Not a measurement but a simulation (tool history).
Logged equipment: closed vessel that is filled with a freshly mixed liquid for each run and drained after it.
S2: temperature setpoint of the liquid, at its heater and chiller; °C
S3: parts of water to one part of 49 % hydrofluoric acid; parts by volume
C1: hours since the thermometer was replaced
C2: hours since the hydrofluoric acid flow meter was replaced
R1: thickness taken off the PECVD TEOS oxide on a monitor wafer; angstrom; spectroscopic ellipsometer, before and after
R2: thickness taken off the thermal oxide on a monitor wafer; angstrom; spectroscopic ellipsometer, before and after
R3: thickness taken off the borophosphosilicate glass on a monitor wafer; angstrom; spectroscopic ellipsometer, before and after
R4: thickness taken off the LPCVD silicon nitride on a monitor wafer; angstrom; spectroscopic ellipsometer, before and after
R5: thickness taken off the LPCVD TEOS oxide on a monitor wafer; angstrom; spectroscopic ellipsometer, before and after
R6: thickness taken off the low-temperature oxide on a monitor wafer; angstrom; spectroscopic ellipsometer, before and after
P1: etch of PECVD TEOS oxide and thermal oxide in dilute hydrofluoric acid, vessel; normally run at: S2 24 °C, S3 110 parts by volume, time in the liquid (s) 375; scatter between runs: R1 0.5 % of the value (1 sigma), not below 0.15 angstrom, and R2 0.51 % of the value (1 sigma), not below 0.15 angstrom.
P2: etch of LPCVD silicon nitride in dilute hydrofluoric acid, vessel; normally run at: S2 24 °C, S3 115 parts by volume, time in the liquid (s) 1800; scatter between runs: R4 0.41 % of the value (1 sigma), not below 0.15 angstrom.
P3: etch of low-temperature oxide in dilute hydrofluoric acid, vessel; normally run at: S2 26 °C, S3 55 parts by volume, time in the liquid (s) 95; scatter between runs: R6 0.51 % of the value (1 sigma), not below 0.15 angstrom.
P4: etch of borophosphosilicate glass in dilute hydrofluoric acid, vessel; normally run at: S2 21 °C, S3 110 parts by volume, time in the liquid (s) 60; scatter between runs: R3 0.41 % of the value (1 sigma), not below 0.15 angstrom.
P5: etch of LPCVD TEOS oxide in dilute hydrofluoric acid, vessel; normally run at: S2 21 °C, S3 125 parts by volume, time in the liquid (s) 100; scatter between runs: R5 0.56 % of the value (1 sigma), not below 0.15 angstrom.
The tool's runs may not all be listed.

{"run": 1, "day": 0.517, "process that ran": "P1", "S2": 24, "S3": 110, "time in the liquid (s)": 375, "C1": 587, "C2": 198.1, "R1": 340.79, "R2": 167.49}
{"run": 2, "day": 0.946, "process that ran": "P4", "S2": 21, "S3": 170, "time in the liquid (s)": 60, "C1": 597.3, "C2": 208.4, "R3": 163.41}
{"run": 3, "day": 1.429, "process that ran": "P2", "S2": 30.5, "S3": 115, "time in the liquid (s)": 1800, "C1": 608.9, "C2": 220, "R4": 114.35}
{"run": 4, "day": 1.896, "process that ran": "P5", "S2": 21, "S3": 125, "time in the liquid (s)": 100, "C1": 620.1, "C2": 231.2, "R5": 289.53}
{"run": 5, "day": 2.304, "process that ran": "P2", "S2": 24, "S3": 115, "time in the liquid (s)": 1800, "C1": 629.9, "C2": 241, "R4": 75.629}
{"run": 6, "day": 2.821, "process that ran": "P4", "S2": 21, "S3": 110, "time in the liquid (s)": 60, "C1": 642.3, "C2": 253.4, "R3": 268.11}
{"run": 7, "day": 3.092, "process that ran": "P1", "S2": 24, "S3": 170, "time in the liquid (s)": 155, "C1": 648.8, "C2": 259.9, "R1": 85.121, "R2": 41.613}
{"day": 3.108, "done": "thermometer replaced"}
{"run": 8, "day": 3.421, "process that ran": "P3", "S2": 26, "S3": 55, "time in the liquid (s)": 30, "C1": 7.5, "C2": 267.8, "R6": 175.29}
{"run": 9, "day": 3.796, "process that ran": "P1", "S2": 24, "S3": 65, "time in the liquid (s)": 375, "C1": 16.5, "C2": 276.8, "R1": 613.15, "R2": 296.87}
{"run": 10, "day": 4.292, "process that ran": "P1", "S2": 28, "S3": 110, "time in the liquid (s)": 595, "C1": 28.4, "C2": 288.7, "R1": 636.81, "R2": 308.68}
{"run": 11, "day": 4.7, "process that ran": "P4", "S2": 21, "S3": 110, "time in the liquid (s)": 30, "C1": 38.2, "C2": 298.5, "R3": 132.88}
{"run": 12, "day": 5.162, "process that ran": "P1", "S2": 24, "S3": 110, "time in the liquid (s)": 375, "C1": 49.3, "C2": 309.6, "R1": 340.83, "R2": 166.06}
{"run": 13, "day": 5.654, "process that ran": "P2", "S2": 24, "S3": 215, "time in the liquid (s)": 1800, "C1": 61.1, "C2": 321.4, "R4": 40.092}
{"run": 14, "day": 6.15, "process that ran": "P1", "S2": 24, "S3": 110, "time in the liquid (s)": 375, "C1": 73, "C2": 333.3, "R1": 341.22, "R2": 165.76}
{"run": 15, "day": 6.383, "process that ran": "P3", "S2": 26, "S3": 55, "time in the liquid (s)": 95, "C1": 78.6, "C2": 338.9, "R6": 559.05}
{"run": 16, "day": 6.625, "process that ran": "P3", "S2": 26, "S3": 20, "time in the liquid (s)": 95, "C1": 84.4, "C2": 344.7, "R6": 1621.4}
{"run": 17, "day": 7.054, "process that ran": "P5", "S2": 17, "S3": 125, "time in the liquid (s)": 100, "C1": 94.7, "C2": 355, "R5": 245.57}
{"run": 18, "day": 7.35, "process that ran": "P1", "S2": 28.5, "S3": 110, "time in the liquid (s)": 375, "C1": 101.8, "C2": 362.1, "R1": 405.52, "R2": 200.72}
{"run": 19, "day": 7.638, "process that ran": "P4", "S2": 27, "S3": 110, "time in the liquid (s)": 60, "C1": 108.7, "C2": 369, "R3": 336.75}
{"run": 20, "day": 7.958, "process that ran": "P1", "S2": 24, "S3": 165, "time in the liquid (s)": 375, "C1": 116.4, "C2": 376.7, "R1": 211.22, "R2": 104.29}
{"run": 21, "day": 8.433, "process that ran": "P3", "S2": 21, "S3": 55, "time in the liquid (s)": 95, "C1": 127.8, "C2": 388.1, "R6": 454.78}
{"run": 22, "day": 8.725, "process that ran": "P5", "S2": 21, "S3": 70, "time in the liquid (s)": 100, "C1": 134.8, "C2": 395.1, "R5": 548.37}
{"run": 23, "day": 8.954, "process that ran": "P1", "S2": 24, "S3": 110, "time in the liquid (s)": 155, "C1": 140.3, "C2": 400.6, "R1": 140.65, "R2": 68.413}
{"run": 24, "day": 9.288, "process that ran": "P2", "S2": 24, "S3": 115, "time in the liquid (s)": 1800, "C1": 148.3, "C2": 408.6, "R4": 75.389}
{"run": 25, "day": 9.625, "process that ran": "P1", "S2": 24, "S3": 110, "time in the liquid (s)": 375, "C1": 156.4, "C2": 416.7, "R1": 338.78, "R2": 166.85}
{"run": 26, "day": 9.938, "process that ran": "P1", "S2": 17, "S3": 110, "time in the liquid (s)": 375, "C1": 163.9, "C2": 424.2, "R1": 254.51, "R2": 125.16}
{"run": 27, "day": 10.392, "process that ran": "P1", "S2": 24, "S3": 110, "time in the liquid (s)": 375, "C1": 174.8, "C2": 435.1, "R1": 341.87, "R2": 166.42}
{"run": 28, "day": 10.921, "process that ran": "P5", "S2": 21, "S3": 125, "time in the liquid (s)": 30, "C1": 187.5, "C2": 447.8, "R5": 86.05}
{"run": 29, "day": 11.175, "process that ran": "P1", "S2": 24, "S3": 110, "time in the liquid (s)": 620, "C1": 193.6, "C2": 453.9, "R1": 564.01, "R2": 277.62}
{"run": 30, "day": 11.417, "process that ran": "P2", "S2": 24, "S3": 115, "time in the liquid (s)": 235, "C1": 199.4, "C2": 459.7, "R4": 10.139}
{"run": 31, "day": 11.904, "process that ran": "P1", "S2": 24, "S3": 110, "time in the liquid (s)": 375, "C1": 211.1, "C2": 471.4, "R1": 338.07, "R2": 166.27}
{"run": 32, "day": 12.188, "process that ran": "P1", "S2": 24, "S3": 110, "time in the liquid (s)": 375, "C1": 217.9, "C2": 478.2, "R1": 331.22, "R2": 162.99}
{"run": 33, "day": 12.521, "process that ran": "P1", "S2": 24, "S3": 110, "time in the liquid (s)": 375, "C1": 225.9, "C2": 486.2, "R1": 326.62, "R2": 159.24}
{"run": 34, "day": 12.775, "process that ran": "P1", "S2": 24, "S3": 110, "time in the liquid (s)": 375, "C1": 232, "C2": 492.3, "R1": 325.58, "R2": 158.54}
{"run": 35, "day": 13.129, "process that ran": "P1", "S2": 24, "S3": 110, "time in the liquid (s)": 375, "C1": 240.5, "C2": 500.8, "R1": 318.84, "R2": 157.15}
{"run": 36, "day": 13.404, "process that ran": "P1", "S2": 24, "S3": 110, "time in the liquid (s)": 375, "C1": 247.1, "C2": 507.4, "R1": 321.64, "R2": 156.69}
{"run": 37, "day": 13.775, "process that ran": "P1", "S2": 24, "S3": 110, "time in the liquid (s)": 375, "C1": 256, "C2": 516.3, "R1": 318.03, "R2": 155.12}
{"run": 38, "day": 14.246, "process that ran": "P1", "S2": 24, "S3": 110, "time in the liquid (s)": 375, "C1": 267.3, "C2": 527.6, "R1": 317.12, "R2": 155.82}
{"run": 39, "day": 14.675, "process that ran": "P1", "S2": 24, "S3": 110, "time in the liquid (s)": 375, "C1": 277.6, "C2": 537.9, "R1": 315.58, "R2": 155.24}
{"run": 40, "day": 15.05, "process that ran": "P1", "S2": 24, "S3": 110, "time in the liquid (s)": 375, "C1": 286.6, "C2": 546.9, "R1": 314.43, "R2": 155.64}
{"run": 41, "day": 15.317, "process that ran": "P1", "S2": 24, "S3": 110, "time in the liquid (s)": 375, "C1": 293, "C2": 553.3, "R1": 314.72, "R2": 154.15}

What P1 gives has crept off from where it sat before. The 2 causes that follow fit the log equally well, each at the size noted:
A: hydrofluoric acid flow below the setpoint (%) = 6.41
B: liquid colder than its thermometer reads (K) = 1.9
The onset of the drift is placed at about day 11.904.

Which of the 4 check runs listed below separates the causes, so that each cause would produce a clearly different result? Each run uses one wafer, and its results are marked with question marks.
{"run": "check 1", "day": 15.583, "process that ran": "P4", "S2": 21, "S3": 145, "time in the liquid (s)": 30, "R3": "?"}
{"run": "check 2", "day": 15.583, "process that ran": "P2", "S2": 24, "S3": 150, "time in the liquid (s)": 1800, "R4": "?"}
{"run": "check 3", "day": 15.583, "process that ran": "P3", "S2": 26, "S3": 30, "time in the liquid (s)": 30, "R6": "?"}
{"run": "check 4", "day": 15.583, "process that ran": "P5", "S2": 21, "S3": 125, "time in the liquid (s)": 30, "R5": "?"}

Expected result of each check under each candidate cause:
check=check_1 result=R3 if_A=90.329 if_B=90.421
check=check_2 result=R4 if_A=54.25 if_B=51.19
check=check_3 result=R6 if_A=312.55 if_B=309.48
check=check_4 result=R5 if_A=79.74 if_B=79.648
Minimum pairwise separation of causes per check, each pair taken at its best-separating result: check 1 0.1 %; check 2 5.81 %; check 3 0.99 %; check 4 0.11 %
Only in check 2 would the causes give clearly different results; in the remaining checks their results would be nearly the same.

Then check 2 was run and gave: R4 50.826 angstrom. Which cause is it?

The cause is B: liquid colder than its thermometer reads (K).
